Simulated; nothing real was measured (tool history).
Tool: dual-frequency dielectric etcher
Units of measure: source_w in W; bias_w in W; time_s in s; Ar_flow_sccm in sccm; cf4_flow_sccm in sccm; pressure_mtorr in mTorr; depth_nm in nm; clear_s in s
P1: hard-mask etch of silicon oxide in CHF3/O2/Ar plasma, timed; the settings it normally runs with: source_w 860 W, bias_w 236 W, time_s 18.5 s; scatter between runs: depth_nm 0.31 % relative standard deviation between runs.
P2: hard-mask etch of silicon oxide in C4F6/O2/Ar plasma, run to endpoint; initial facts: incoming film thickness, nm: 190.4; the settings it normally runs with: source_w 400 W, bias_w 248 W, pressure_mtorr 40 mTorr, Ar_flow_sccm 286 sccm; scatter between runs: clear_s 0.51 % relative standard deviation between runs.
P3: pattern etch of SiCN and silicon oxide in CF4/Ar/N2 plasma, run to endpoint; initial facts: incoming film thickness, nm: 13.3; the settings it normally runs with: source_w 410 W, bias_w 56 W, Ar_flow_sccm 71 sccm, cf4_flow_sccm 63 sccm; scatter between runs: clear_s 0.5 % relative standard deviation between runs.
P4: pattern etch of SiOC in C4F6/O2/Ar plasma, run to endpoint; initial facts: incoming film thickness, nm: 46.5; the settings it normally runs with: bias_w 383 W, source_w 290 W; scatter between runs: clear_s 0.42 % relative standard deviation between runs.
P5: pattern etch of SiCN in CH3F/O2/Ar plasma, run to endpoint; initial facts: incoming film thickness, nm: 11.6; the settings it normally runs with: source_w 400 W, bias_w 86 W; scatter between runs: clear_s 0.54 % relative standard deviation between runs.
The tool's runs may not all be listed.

| run | day | process | source_w | bias_w | time_s | Ar_flow_sccm | cf4_flow_sccm | pressure_mtorr | depth_nm | clear_s |
|---|---|---|---|---|---|---|---|---|---|---|
| 1 | 0.225 | P1 | 860 | 236 | 18.5 |  |  |  | 46.204 |  |
| 2 | 0.492 | P3 | 410 | 70 |  | 71 | 63 |  |  | 16.11 |
| 3 | 0.846 | P1 | 860 | 236 | 18.5 |  |  |  | 46.1 |  |
| 4 | 1.146 | P5 | 400 | 86 |  |  |  |  |  | 28.979 |
| 5 | 1.325 | P4 | 290 | 383 |  |  |  |  |  | 19.922 |
| 6 | 1.492 | P1 | 860 | 236 | 12.5 |  |  |  | 31.118 |  |
| 7 | 1.746 | P2 | 400 | 248 |  | 286 |  | 40 |  | 55.671 |
|  | 1.817 | wet clean of the chamber |
| 8 | 1.975 | P1 | 860 | 236 | 18.5 |  |  |  | 46.021 |  |
| 9 | 2.179 | P4 | 290 | 249 |  |  |  |  |  | 23.362 |
| 10 | 2.421 | P2 | 400 | 248 |  | 286 |  | 40 |  | 55.651 |
| 11 | 2.712 | P1 | 560 | 236 | 18.5 |  |  |  | 39.184 |  |
| 12 | 3.062 | P1 | 860 | 236 | 25.5 |  |  |  | 63.59 |  |
| 13 | 3.292 | P3 | 550 | 56 |  | 71 | 63 |  |  | 13.299 |
| 14 | 3.575 | P2 | 400 | 334 |  | 286 |  | 40 |  | 50.38 |
| 15 | 3.896 | P1 | 860 | 185 | 18.5 |  |  |  | 42.575 |  |
| 16 | 4.196 | P1 | 860 | 324 | 18.5 |  |  |  | 51.431 |  |
| 17 | 4.512 | P1 | 1130 | 236 | 18.5 |  |  |  | 51.206 |  |
| 18 | 4.688 | P5 | 400 | 114 |  |  |  |  |  | 26.051 |
| 19 | 5 | P1 | 1050 | 320 | 18.5 |  |  |  | 55.573 |  |
| 20 | 5.221 | P1 | 860 | 236 | 18.5 |  |  |  | 46.206 |  |
| 21 | 5.492 | P5 | 530 | 86 |  |  |  |  |  | 26.082 |
| 22 | 5.833 | P1 | 860 | 236 | 18.5 |  |  |  | 46.149 |  |
| 23 | 6.05 | P4 | 230 | 383 |  |  |  |  |  | 21.831 |
| 24 | 6.25 | P2 | 480 | 248 |  | 286 |  | 40 |  | 52.219 |
| 25 | 6.45 | P4 | 290 | 383 |  |  |  |  |  | 19.979 |
| 26 | 6.725 | P1 | 860 | 236 | 18.5 |  |  |  | 45.985 |  |
| 27 | 6.95 | P3 | 410 | 56 |  | 71 | 43 |  |  | 18.558 |
| 28 | 7.179 | P3 | 410 | 56 |  | 71 | 63 |  |  | 17.35 |
| 29 | 7.45 | P1 | 560 | 236 | 10.5 |  |  |  | 22.339 |  |
| 30 | 7.804 | P2 | 400 | 248 |  | 286 |  | 56 |  | 57.467 |
| 31 | 8.171 | P2 | 400 | 248 |  | 168 |  | 40 |  | 52.833 |
| 32 | 8.433 | P3 | 410 | 56 |  | 55 | 63 |  |  | 16.705 |
| 33 | 8.662 | P1 | 860 | 236 | 18.5 |  |  |  | 46.265 |  |
| 34 | 8.958 | P1 | 860 | 236 | 18.5 |  |  |  | 46.49 |  |
| 35 | 9.125 | P1 | 860 | 236 | 18.5 |  |  |  | 46.79 |  |
| 36 | 9.321 | P1 | 860 | 236 | 18.5 |  |  |  | 46.702 |  |
| 37 | 9.542 | P1 | 860 | 236 | 18.5 |  |  |  | 46.847 |  |
| 38 | 9.712 | P1 | 860 | 236 | 18.5 |  |  |  | 46.698 |  |
| 39 | 9.904 | P1 | 860 | 236 | 18.5 |  |  |  | 46.882 |  |
|  | 10.004 | wet clean of the chamber |
| 40 | 10.088 | P1 | 860 | 236 | 18.5 |  |  |  | 46.893 |  |
| 41 | 10.421 | P1 | 860 | 236 | 18.5 |  |  |  | 46.995 |  |
| 42 | 10.733 | P1 | 860 | 236 | 18.5 |  |  |  | 47.004 |  |

The output of P1 has drifted from where it used to be. Each of the 2 causes below, taken at the size shown beside it, accounts for the log equally well:
A: source power that arrives over what is set, % = 4.21
B: bias power that arrives over what is set, % = 4.61
The process output started creeping at around day 8.662.
Each remaining cause and why it is not a fit:
chamber walls in a state that raises the etch rate, %: its service at day 10.004 followed the start of the drift and did not put the process back to its old value

Below are 4 check runs, each averaged over 3 wafers, with their results shown as question marks. Which of them would give clearly different results depending on which cause is behind the drift?
| check 1 | 11.046 | P5 | 510 | 108 |  |  |  |  |  | ? |
| check 2 | 11.046 | P3 | 410 | 69 |  | 71 | 63 |  |  | ? |
| check 3 | 11.046 | P4 | 240 | 287 |  |  |  |  |  | ? |
| check 4 | 11.046 | P2 | 470 | 248 |  | 195 |  | 40 |  | ? |

What each check would give under each cause:
| check | result | if A | if B |
|---|---|---|---|
| check 1 | clear_s | 23.951 | 23.908 |
| check 2 | clear_s | 15.712 | 16.059 |
| check 3 | clear_s | 23.457 | 23.447 |
| check 4 | clear_s | 49.361 | 49.397 |
Minimum pairwise separation of causes per check, each pair taken at its best-separating result: check 1 0.18 %; check 2 2.18 %; check 3 0.04 %; check 4 0.07 %
Check 2 distinguishes between the causes, while the remaining checks would return nearly the same result for all of them.

Then check 2 was run and gave: clear_s 15.63 s. Which cause is it?

It is A: source power that arrives over what is set, %.
